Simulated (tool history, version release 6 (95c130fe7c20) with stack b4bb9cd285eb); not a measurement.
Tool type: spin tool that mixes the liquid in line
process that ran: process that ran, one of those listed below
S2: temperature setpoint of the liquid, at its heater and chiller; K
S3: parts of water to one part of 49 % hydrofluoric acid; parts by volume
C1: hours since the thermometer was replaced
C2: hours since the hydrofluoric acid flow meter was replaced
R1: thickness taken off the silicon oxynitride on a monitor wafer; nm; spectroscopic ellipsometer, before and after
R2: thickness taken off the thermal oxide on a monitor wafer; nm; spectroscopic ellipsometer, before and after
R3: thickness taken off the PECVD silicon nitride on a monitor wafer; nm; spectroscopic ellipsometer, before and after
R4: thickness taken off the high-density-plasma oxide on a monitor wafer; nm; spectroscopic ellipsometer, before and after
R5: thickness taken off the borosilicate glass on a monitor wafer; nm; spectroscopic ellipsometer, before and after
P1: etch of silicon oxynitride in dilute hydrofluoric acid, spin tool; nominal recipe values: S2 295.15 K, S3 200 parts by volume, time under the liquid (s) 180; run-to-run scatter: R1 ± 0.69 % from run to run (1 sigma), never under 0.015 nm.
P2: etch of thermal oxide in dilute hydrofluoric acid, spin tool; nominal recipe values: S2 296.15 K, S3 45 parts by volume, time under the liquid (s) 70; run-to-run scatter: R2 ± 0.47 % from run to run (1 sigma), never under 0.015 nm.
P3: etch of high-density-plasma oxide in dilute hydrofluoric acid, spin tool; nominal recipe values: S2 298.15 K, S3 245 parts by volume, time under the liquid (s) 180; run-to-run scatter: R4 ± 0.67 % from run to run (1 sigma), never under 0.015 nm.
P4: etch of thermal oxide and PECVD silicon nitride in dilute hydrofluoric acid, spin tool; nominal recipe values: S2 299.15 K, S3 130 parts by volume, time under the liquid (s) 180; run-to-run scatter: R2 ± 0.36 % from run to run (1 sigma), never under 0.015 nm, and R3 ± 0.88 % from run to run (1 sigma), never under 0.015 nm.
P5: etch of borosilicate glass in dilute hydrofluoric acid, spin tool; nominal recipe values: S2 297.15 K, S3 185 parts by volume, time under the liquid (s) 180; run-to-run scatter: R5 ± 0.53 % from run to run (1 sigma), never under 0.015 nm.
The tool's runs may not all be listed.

Run 1, hour 10.8: process that ran P1, S2 295.15 K, S3 200 parts by volume, time under the liquid (s) 180; C1 465.7; C2 703.1. Result: R1 3.5071 nm.
Run 2, hour 19.9: process that ran P2, S2 290.15 K, S3 45 parts by volume, time under the liquid (s) 70; C1 474.8; C2 712.2. Result: R2 5.8974 nm.
Run 3, hour 27.1: process that ran P4, S2 299.15 K, S3 130 parts by volume, time under the liquid (s) 180; C1 482.0; C2 719.4. Result: R2 6.7238 nm, R3 3.2060 nm.
Run 4, hour 37.8: process that ran P1, S2 295.15 K, S3 200 parts by volume, time under the liquid (s) 180; C1 492.7; C2 730.1. Result: R1 3.4877 nm.
Run 5, hour 46.9: process that ran P1, S2 295.15 K, S3 200 parts by volume, time under the liquid (s) 65; C1 501.8; C2 739.2. Result: R1 1.2199 nm.
Run 6, hour 54.1: process that ran P3, S2 292.65 K, S3 245 parts by volume, time under the liquid (s) 180; C1 509.0; C2 746.4. Result: R4 3.12440 nm.
Run 7, hour 64.7: process that ran P5, S2 297.15 K, S3 185 parts by volume, time under the liquid (s) 180; C1 519.6; C2 757.0. Result: R5 21.972 nm.
Run 8, hour 74.1: process that ran P2, S2 296.15 K, S3 45 parts by volume, time under the liquid (s) 70; C1 529.0; C2 766.4. Result: R2 7.5975 nm.
Run 9, hour 80.2: process that ran P3, S2 298.15 K, S3 245 parts by volume, time under the liquid (s) 40; C1 535.1; C2 772.5. Result: R4 0.83401 nm.
Run 10, hour 85.5: process that ran P4, S2 290.65 K, S3 130 parts by volume, time under the liquid (s) 180; C1 540.4; C2 777.8. Result: R2 4.7756 nm, R3 1.8453 nm.
Run 11, hour 94.9: process that ran P1, S2 300.15 K, S3 200 parts by volume, time under the liquid (s) 180; C1 549.8; C2 787.2. Result: R1 4.3529 nm.
Run 12, hour 100.9: process that ran P5, S2 297.15 K, S3 185 parts by volume, time under the liquid (s) 290; C1 555.8; C2 793.2. Result: R5 35.048 nm.
Run 13, hour 105.6: process that ran P2, S2 296.15 K, S3 45 parts by volume, time under the liquid (s) 15; C1 560.5; C2 797.9. Result: R2 1.6499 nm.
Run 14, hour 114.2: process that ran P5, S2 297.15 K, S3 35 parts by volume, time under the liquid (s) 180; C1 569.1; C2 806.5. Result: R5 139.780 nm.
Run 15, hour 123.1: process that ran P1, S2 295.15 K, S3 95 parts by volume, time under the liquid (s) 180; C1 578.0; C2 815.4. Result: R1 7.9358 nm.
Run 16, hour 130.0: process that ran P1, S2 295.15 K, S3 200 parts by volume, time under the liquid (s) 280; C1 584.9; C2 822.3. Result: R1 5.3905 nm.
Run 17, hour 140.1: process that ran P4, S2 299.15 K, S3 130 parts by volume, time under the liquid (s) 180; C1 595.0; C2 832.4. Result: R2 6.7100 nm, R3 3.2191 nm.
Run 18, hour 149.0: process that ran P4, S2 299.15 K, S3 185 parts by volume, time under the liquid (s) 180; C1 603.9; C2 841.3. Result: R2 4.3872 nm, R3 2.3085 nm.
Run 19, hour 157.8: process that ran P2, S2 296.15 K, S3 75 parts by volume, time under the liquid (s) 70; C1 612.7; C2 850.1. Result: R2 4.4019 nm.
Run 20, hour 166.5: process that ran P3, S2 298.15 K, S3 245 parts by volume, time under the liquid (s) 180; C1 621.4; C2 858.8. Result: R4 3.80950 nm.
Run 21, hour 171.6: process that ran P3, S2 298.15 K, S3 245 parts by volume, time under the liquid (s) 180; C1 626.5; C2 863.9. Result: R4 3.79740 nm.
Run 22, hour 178.3: process that ran P1, S2 290.15 K, S3 200 parts by volume, time under the liquid (s) 180; C1 633.2; C2 870.6. Result: R1 2.7448 nm.
Run 23, hour 185.0: process that ran P5, S2 305.15 K, S3 185 parts by volume, time under the liquid (s) 180; C1 639.9; C2 877.3. Result: R5 29.205 nm.
Run 24, hour 192.9: process that ran P3, S2 298.15 K, S3 50 parts by volume, time under the liquid (s) 180; C1 647.8; C2 885.2. Result: R4 23.38700 nm.
Run 25, hour 202.7: process that ran P1, S2 295.15 K, S3 275 parts by volume, time under the liquid (s) 180; C1 657.6; C2 895.0. Result: R1 2.4038 nm.
Run 26, hour 209.3: process that ran P1, S2 295.15 K, S3 200 parts by volume, time under the liquid (s) 180; C1 664.2; C2 901.6. Result: R1 3.5313 nm.
Run 27, hour 217.0: process that ran P1, S2 299.15 K, S3 350 parts by volume, time under the liquid (s) 180; C1 671.9; C2 909.3. Result: R1 2.1188 nm.
Run 28, hour 225.8: process that ran P1, S2 295.15 K, S3 200 parts by volume, time under the liquid (s) 180; C1 680.7; C2 918.1. Result: R1 3.4866 nm.
Run 29, hour 233.3: process that ran P4, S2 299.15 K, S3 130 parts by volume, time under the liquid (s) 330; C1 688.2; C2 925.6. Result: R2 12.2690 nm, R3 5.9306 nm.
Run 30, hour 238.3: process that ran P1, S2 295.15 K, S3 200 parts by volume, time under the liquid (s) 180; C1 693.2; C2 930.6. Result: R1 3.5097 nm.
Run 31, hour 245.1: process that ran P1, S2 295.15 K, S3 200 parts by volume, time under the liquid (s) 180; C1 700.0; C2 937.4. Result: R1 3.5848 nm.
Run 32, hour 251.6: process that ran P1, S2 295.15 K, S3 200 parts by volume, time under the liquid (s) 180; C1 706.5; C2 943.9. Result: R1 3.6682 nm.
Run 33, hour 256.7: process that ran P1, S2 295.15 K, S3 200 parts by volume, time under the liquid (s) 180; C1 711.6; C2 949.0. Result: R1 3.6805 nm.
Run 34, hour 262.8: process that ran P1, S2 295.15 K, S3 200 parts by volume, time under the liquid (s) 180; C1 717.7; C2 955.1. Result: R1 3.6541 nm.
Run 35, hour 273.7: process that ran P1, S2 295.15 K, S3 200 parts by volume, time under the liquid (s) 180; C1 728.6; C2 966.0. Result: R1 3.7375 nm.
Run 36, hour 283.1: process that ran P1, S2 295.15 K, S3 200 parts by volume, time under the liquid (s) 180; C1 738.0; C2 975.4. Result: R1 3.7633 nm.
Run 37, hour 291.8: process that ran P1, S2 295.15 K, S3 200 parts by volume, time under the liquid (s) 180; C1 746.7; C2 984.1. Result: R1 3.7041 nm.

P1 has crept away from where it was. The log is fitted equally well by each of these 2 causes, at the sizes shown:
A: hydrofluoric acid flow above the setpoint (%) = 6.02
B: liquid hotter than its thermometer reads (K) = 1.48
At approximately hour 238.3, the process output began to creep.

You are offered 4 check runs, listed below with question marks in place of their results; each one averages 3 wafers. Which run separates the listed causes by giving clearly different results for each?
Run check 1, hour 300.5: process that ran P3, S2 298.15 K, S3 85 parts by volume, time under the liquid (s) 180. Result: R4 ?.
Run check 2, hour 300.5: process that ran P5, S2 297.15 K, S3 55 parts by volume, time under the liquid (s) 240. Result: R5 ?.
Run check 3, hour 300.5: process that ran P4, S2 295.65 K, S3 130 parts by volume, time under the liquid (s) 305. Result: R2 ?, R3 ?.
Run check 4, hour 300.5: process that ran P2, S2 291.15 K, S3 45 parts by volume, time under the liquid (s) 70. Result: R2 ?.

Check results expected under each cause:
  check  result      if A      if B
check 1      R4  13.99200  13.90300
check 2      R5   122.150   121.880
check 3      R2   10.6160   10.5210
check 3      R3    4.6228    4.8087
check 4      R2    6.5202    6.5345
Gap, in per cent, between the two causes that each check separates least, read from the result that separates them most: check 1 0.64 %; check 2 0.22 %; check 3 3.94 %; check 4 0.22 %
The other checks would show nearly matching results whichever cause is true, so check 3 is the only one that separates the causes.

The results of check 3 are: R2 10.6080 nm; R3 4.6123 nm. Based on these, which of the listed causes is it?

It was cause A: hydrofluoric acid flow above the setpoint (%).

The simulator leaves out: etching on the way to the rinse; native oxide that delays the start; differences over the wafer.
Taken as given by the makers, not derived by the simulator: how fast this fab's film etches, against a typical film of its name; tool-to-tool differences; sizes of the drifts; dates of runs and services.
